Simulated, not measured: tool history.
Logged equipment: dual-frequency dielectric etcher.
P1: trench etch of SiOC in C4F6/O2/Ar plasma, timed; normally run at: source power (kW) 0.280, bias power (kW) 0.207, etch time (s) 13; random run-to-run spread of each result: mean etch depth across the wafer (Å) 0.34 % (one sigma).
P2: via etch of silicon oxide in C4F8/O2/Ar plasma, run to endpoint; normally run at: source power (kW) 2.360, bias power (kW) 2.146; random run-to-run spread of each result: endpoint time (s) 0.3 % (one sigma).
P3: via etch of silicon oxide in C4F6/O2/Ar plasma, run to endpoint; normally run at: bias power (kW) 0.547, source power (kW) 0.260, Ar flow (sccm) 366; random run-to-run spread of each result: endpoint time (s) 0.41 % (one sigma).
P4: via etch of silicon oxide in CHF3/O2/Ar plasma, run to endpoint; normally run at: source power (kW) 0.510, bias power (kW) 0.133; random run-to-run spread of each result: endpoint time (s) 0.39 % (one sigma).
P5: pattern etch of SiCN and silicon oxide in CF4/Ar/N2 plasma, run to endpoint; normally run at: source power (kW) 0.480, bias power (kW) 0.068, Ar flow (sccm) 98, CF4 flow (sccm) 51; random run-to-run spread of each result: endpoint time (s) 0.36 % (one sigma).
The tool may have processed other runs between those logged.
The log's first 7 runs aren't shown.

| run | hour | process that ran | source power (kW) | bias power (kW) | etch time (s) | Ar flow (sccm) | CF4 flow (sccm) | hours since the last wet clean | hours since the last source power generator calibration | hours since the last bias power generator calibration | mean etch depth across the wafer (Å) | endpoint time (s) |
|---|---|---|---|---|---|---|---|---|---|---|---|---|
| 8 | 38.0 | P3 | 0.260 | 0.547 |  | 366 |  | 299.0 | 3725.0 | 3711.9 |  | 31.605 |
| 9 | 41.8 | P1 | 0.340 | 0.207 | 13 |  |  | 302.8 | 3728.8 | 3715.7 | 268.93 |  |
| 10 | 45.4 | P2 | 2.360 | 1.292 |  |  |  | 306.4 | 3732.4 | 3719.3 |  | 201.650 |
| 11 | 49.4 | P5 | 0.480 | 0.081 |  | 98 | 51 | 310.4 | 3736.4 | 3723.3 |  | 14.198 |
| 12 | 55.1 | P4 | 0.510 | 0.178 |  |  |  | 316.1 | 3742.1 | 3729.0 |  | 247.030 |
| 13 | 58.5 | P2 | 2.360 | 2.146 |  |  |  | 319.5 | 3745.5 | 3732.4 |  | 175.680 |
| 14 | 63.2 | P1 | 0.160 | 0.207 | 13 |  |  | 324.2 | 3750.2 | 3737.1 | 201.95 |  |
| 15 | 68.0 | P1 | 0.280 | 0.137 | 13 |  |  | 329.0 | 3755.0 | 3741.9 | 218.86 |  |
| 16 | 72.6 | P1 | 0.280 | 0.207 | 13 |  |  | 333.6 | 3759.6 | 3746.5 | 249.64 |  |
| 17 | 76.9 | P1 | 0.280 | 0.207 | 13 |  |  | 337.9 | 3763.9 | 3750.8 | 248.54 |  |
| 18 | 81.2 | P5 | 0.480 | 0.068 |  | 98 | 51 | 342.2 | 3768.2 | 3755.1 |  | 15.167 |
| 19 | 85.9 | P4 | 0.370 | 0.133 |  |  |  | 346.9 | 3772.9 | 3759.8 |  | 309.750 |
| 20 | 89.7 | P4 | 0.510 | 0.133 |  |  |  | 350.7 | 3776.7 | 3763.6 |  | 273.010 |
| 21 | 94.5 | P3 | 0.310 | 0.547 |  | 366 |  | 355.5 | 3781.5 | 3768.4 |  | 29.418 |
| 22 | 99.4 | P1 | 0.280 | 0.207 | 10 |  |  | 360.4 | 3786.4 | 3773.3 | 192.01 |  |
| 23 | 103.9 | P4 | 0.510 | 0.133 |  |  |  | 364.9 | 3790.9 | 3777.8 |  | 272.240 |
| 24 | 109.9 | P3 | 0.260 | 0.416 |  | 366 |  | 370.9 | 3796.9 | 3783.8 |  | 35.110 |
| 25 | 115.2 | P3 | 0.260 | 0.547 |  | 258 |  | 376.2 | 3802.2 | 3789.1 |  | 30.530 |
| 26 | 120.5 | P1 | 0.280 | 0.243 | 7 |  |  | 381.5 | 3807.5 | 3794.4 | 140.87 |  |
| 27 | 126.1 | P1 | 0.280 | 0.207 | 17 |  |  | 387.1 | 3813.1 | 3800.0 | 326.75 |  |
| 28 | 130.9 | P2 | 2.810 | 2.146 |  |  |  | 391.9 | 3817.9 | 3804.8 |  | 163.700 |
| 29 | 133.7 | P1 | 0.280 | 0.207 | 13 |  |  | 394.7 | 3820.7 | 3807.6 | 249.23 |  |
| 30 | 139.2 | P1 | 0.280 | 0.207 | 13 |  |  | 400.2 | 3826.2 | 3813.1 | 249.90 |  |

Run 31 has not been measured yet. What should we expect?
| 31 | 142.3 | P1 | 0.280 | 0.207 | 13 |  |  | 403.3 | 3829.3 | 3816.2 | ? |  |

{"run 31": {"mean etch depth across the wafer (Å)": 249.85}}
